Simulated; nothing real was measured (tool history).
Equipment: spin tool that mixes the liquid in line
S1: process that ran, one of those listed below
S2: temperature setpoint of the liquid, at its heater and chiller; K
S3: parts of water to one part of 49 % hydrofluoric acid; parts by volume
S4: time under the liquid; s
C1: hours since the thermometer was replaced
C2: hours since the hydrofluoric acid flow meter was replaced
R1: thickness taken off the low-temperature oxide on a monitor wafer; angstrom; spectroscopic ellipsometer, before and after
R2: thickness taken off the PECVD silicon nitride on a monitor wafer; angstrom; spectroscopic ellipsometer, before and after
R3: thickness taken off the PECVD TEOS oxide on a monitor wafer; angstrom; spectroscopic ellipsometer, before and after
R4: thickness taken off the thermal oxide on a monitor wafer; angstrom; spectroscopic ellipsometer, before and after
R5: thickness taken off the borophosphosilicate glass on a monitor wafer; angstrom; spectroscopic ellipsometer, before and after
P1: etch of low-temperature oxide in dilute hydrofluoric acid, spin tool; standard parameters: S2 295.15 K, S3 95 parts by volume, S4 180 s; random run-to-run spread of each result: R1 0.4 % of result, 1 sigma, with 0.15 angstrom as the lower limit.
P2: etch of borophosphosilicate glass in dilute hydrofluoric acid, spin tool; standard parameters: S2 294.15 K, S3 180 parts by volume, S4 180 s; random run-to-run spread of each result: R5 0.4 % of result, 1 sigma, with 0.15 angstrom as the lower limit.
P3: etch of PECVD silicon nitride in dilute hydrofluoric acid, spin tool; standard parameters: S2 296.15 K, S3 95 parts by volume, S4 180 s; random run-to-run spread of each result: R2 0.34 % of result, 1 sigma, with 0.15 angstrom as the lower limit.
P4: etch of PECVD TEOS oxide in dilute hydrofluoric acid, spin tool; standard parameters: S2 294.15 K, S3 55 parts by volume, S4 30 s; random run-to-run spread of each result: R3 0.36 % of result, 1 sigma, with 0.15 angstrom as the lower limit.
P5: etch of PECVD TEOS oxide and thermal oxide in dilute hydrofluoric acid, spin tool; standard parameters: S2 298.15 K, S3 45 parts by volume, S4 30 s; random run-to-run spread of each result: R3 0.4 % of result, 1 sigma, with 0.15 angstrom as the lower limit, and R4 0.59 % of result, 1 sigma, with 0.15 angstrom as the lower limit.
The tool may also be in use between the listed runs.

run   hour  S1      S2   S3   S4     C1      C2       R1       R2       R3      R4      R5
  1    8.0  P1  295.15   95  180  448.4  1758.7  257.780
  2   12.8  P3  291.65   95  180  453.2  1763.5            46.411
  3   21.6  P1  295.15   95  285  462.0  1772.3  406.650
  4   28.1  P5  298.15   45   60  468.5  1778.8                    307.390  71.318
  5   36.1  P2  294.15  180  300  476.5  1786.8                                     477.92
  6   41.3  P1  301.15   95   70  481.7  1792.0  126.360
  7   49.0  P1  295.15  135  180  489.4  1799.7  173.420
  8   55.6  P5  298.15   65   30  496.0  1806.3                    102.510  24.018
  9   60.3  P1  295.15   95  180  500.7  1811.0  257.470
 10   65.5  P4  294.15   55   55  505.9  1816.2                    111.870
 11   74.7  P3  296.15   95  180  515.1  1825.4            63.334
 12   80.1  P4  294.15   80   30  520.5  1830.8                     40.753
 13   85.7  P4  302.15   55   30  526.1  1836.4                     84.224
 14   92.6  P4  294.15   55   30  533.0  1843.3                     60.688
 15  101.7  P5  305.65   45   30  542.1  1852.4                    205.930  48.305
 16  109.5  P2  290.15  180  180  549.9  1860.2                                     244.51
 17  117.8  P1  295.15  165   15  558.2  1868.5   11.626
 18  123.4  P1  295.15   55  180  563.8  1874.1  468.760
 19  132.2  P1  300.65  165  180  572.6  1882.9  168.540
 20  136.7  P1  290.15   95  180  577.1  1887.4  210.780
 21  141.3  P1  295.15   95  180  581.7  1892.0  256.370
 22  145.8  P1  295.15   95  180  586.2  1896.5  258.690
 23  153.1  P1  295.15   95   25  593.5  1903.8   35.774
 24  162.2  P5  298.15   45   30  602.6  1912.9                    152.140  35.840
 25  168.5  P3  296.15   95   85  608.9  1919.2            29.793
 26  174.4  P2  294.15  250  180  614.8  1925.1                                     193.01
 27  182.7  P3  296.15   20  180  623.1  1933.4           285.900
 28  191.1  P5  298.15   45   30  631.5  1941.8                    152.320  35.998
 29  196.9  P1  295.15   95  180  637.3  1947.6  258.250
 30  204.4  P2  294.15  180  180  644.8  1955.1                                     287.39
 31  210.9  P1  300.15   95  180  651.3  1961.6  314.970
 32  217.0  P1  295.15   95  180  657.4  1967.7  258.340
 33  223.2  P1  295.15   95  180  663.6  1973.9  265.580
 34  233.2  P1  295.15   95  180  673.6  1983.9  272.240
 35  240.3  P1  295.15   95  180  680.7  1991.0  273.780
 36  246.2  P1  295.15   95  180  686.6  1996.9  278.580
 37  252.4  P1  295.15   95  180  692.8  2003.1  274.250
 38  258.7  P1  295.15   95  180  699.1  2009.4  277.700
 39  268.3  P1  295.15   95  180  708.7  2019.0  277.120
 40  277.4  P1  295.15   95  180  717.8  2028.1  277.600

The output of P1 has drifted from where it used to be. Each of the 2 causes below, taken at the size shown beside it, accounts for the log equally well:
A: hydrofluoric acid flow above the setpoint (%) = 7.06
B: liquid hotter than its thermometer reads (K) = 1.89
At approximately hour 217.0, the process output began to creep.

Question marks stand in for the results of the 4 check runs listed below, each run on one wafer. Under which run would the listed causes show clearly different results?
check 1  286.5  P2  294.15  180  180                           ?
check 2  286.5  P5  298.15   45   30                   ?   ?
check 3  286.5  P3  296.15   95  180               ?
check 4  286.5  P4  294.15   55   30                   ?

Expected result of each check under each candidate cause:
  check  result     if A     if B
check 1      R5   310.85   308.33
check 2      R3  163.710  164.460
check 2      R4   38.528   38.704
check 3      R2   67.539   71.560
check 4      R3   65.463   65.859
Per check, the gap between the least separated pair of causes, taken in the result that splits them most: check 1 0.81 %; check 2 0.46 %; check 3 5.78 %; check 4 0.6 %
The other checks would show nearly matching results whichever cause is true, so check 3 is the only one that separates the causes.

Here is what check 3 returned: R2 71.490 angstrom. Which cause is it?

Of the candidate causes, it is B: liquid hotter than its thermometer reads (K).
